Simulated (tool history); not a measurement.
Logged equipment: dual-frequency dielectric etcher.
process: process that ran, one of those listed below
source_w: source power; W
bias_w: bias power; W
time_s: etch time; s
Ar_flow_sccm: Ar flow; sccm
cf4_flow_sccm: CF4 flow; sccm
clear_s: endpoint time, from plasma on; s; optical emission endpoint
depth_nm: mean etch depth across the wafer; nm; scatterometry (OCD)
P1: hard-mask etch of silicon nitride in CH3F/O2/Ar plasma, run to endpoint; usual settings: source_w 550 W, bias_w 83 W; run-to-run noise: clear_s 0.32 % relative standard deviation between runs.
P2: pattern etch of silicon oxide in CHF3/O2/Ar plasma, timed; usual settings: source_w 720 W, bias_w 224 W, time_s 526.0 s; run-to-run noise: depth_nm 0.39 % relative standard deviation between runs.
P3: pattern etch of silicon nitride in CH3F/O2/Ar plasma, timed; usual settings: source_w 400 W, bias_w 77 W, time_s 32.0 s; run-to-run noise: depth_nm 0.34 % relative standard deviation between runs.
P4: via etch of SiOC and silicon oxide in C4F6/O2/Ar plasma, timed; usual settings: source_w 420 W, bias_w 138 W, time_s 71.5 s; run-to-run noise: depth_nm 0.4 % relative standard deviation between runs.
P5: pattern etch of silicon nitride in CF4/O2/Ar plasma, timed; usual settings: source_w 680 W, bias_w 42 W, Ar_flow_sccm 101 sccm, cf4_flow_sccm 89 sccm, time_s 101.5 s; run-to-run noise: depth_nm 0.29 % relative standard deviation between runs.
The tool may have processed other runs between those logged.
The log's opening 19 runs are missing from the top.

run   hour  process  source_w  bias_w  time_s  Ar_flow_sccm  cf4_flow_sccm  hours since the last wet clean  hours since the last source power generator calibration  hours since the last bias power generator calibration  clear_s  depth_nm
 20  147.4       P1       550      83                                                                326.9                                                   2381.5                                                 1470.5   62.501
 21  157.3       P1       550      83                                                                336.8                                                   2391.4                                                 1480.4   62.642
 22  164.4       P4       510     138    71.5                                                        343.9                                                   2398.5                                                 1487.5             79.350
 23  172.9       P3       400      91    32.0                                                        352.4                                                   2407.0                                                 1496.0             25.858
 24  181.5       P1       380      60                                                                361.0                                                   2415.6                                                 1504.6   80.826
 25  189.2       P2       920     224   526.0                                                        368.7                                                   2423.3                                                 1512.3           1290.200
 26  194.1       P2       720     224   526.0                                                        373.6                                                   2428.2                                                 1517.2           1175.800
 27  203.2       P1       550      83                                                                382.7                                                   2437.3                                                 1526.3   62.821
 28  210.7       P5       680      42   101.5           101             89                           390.2                                                   2444.8                                                 1533.8            242.130
 29  217.0       P1       770      61                                                                396.5                                                   2451.1                                                 1540.1   60.997
 30  223.0       P5       860      42   101.5           101             89                           402.5                                                   2457.1                                                 1546.1            296.080
 31  229.0       P5       680      42   131.0           101             89                           408.5                                                   2463.1                                                 1552.1            310.490
 32  234.2       P1       390      83                                                                413.7                                                   2468.3                                                 1557.3   71.140

What does the tool deliver on the next run?
 33  238.8       P1       770      66                                                                418.3                                                   2472.9                                                 1561.9        ?

Run 33 came out at clear_s 59.462 s.

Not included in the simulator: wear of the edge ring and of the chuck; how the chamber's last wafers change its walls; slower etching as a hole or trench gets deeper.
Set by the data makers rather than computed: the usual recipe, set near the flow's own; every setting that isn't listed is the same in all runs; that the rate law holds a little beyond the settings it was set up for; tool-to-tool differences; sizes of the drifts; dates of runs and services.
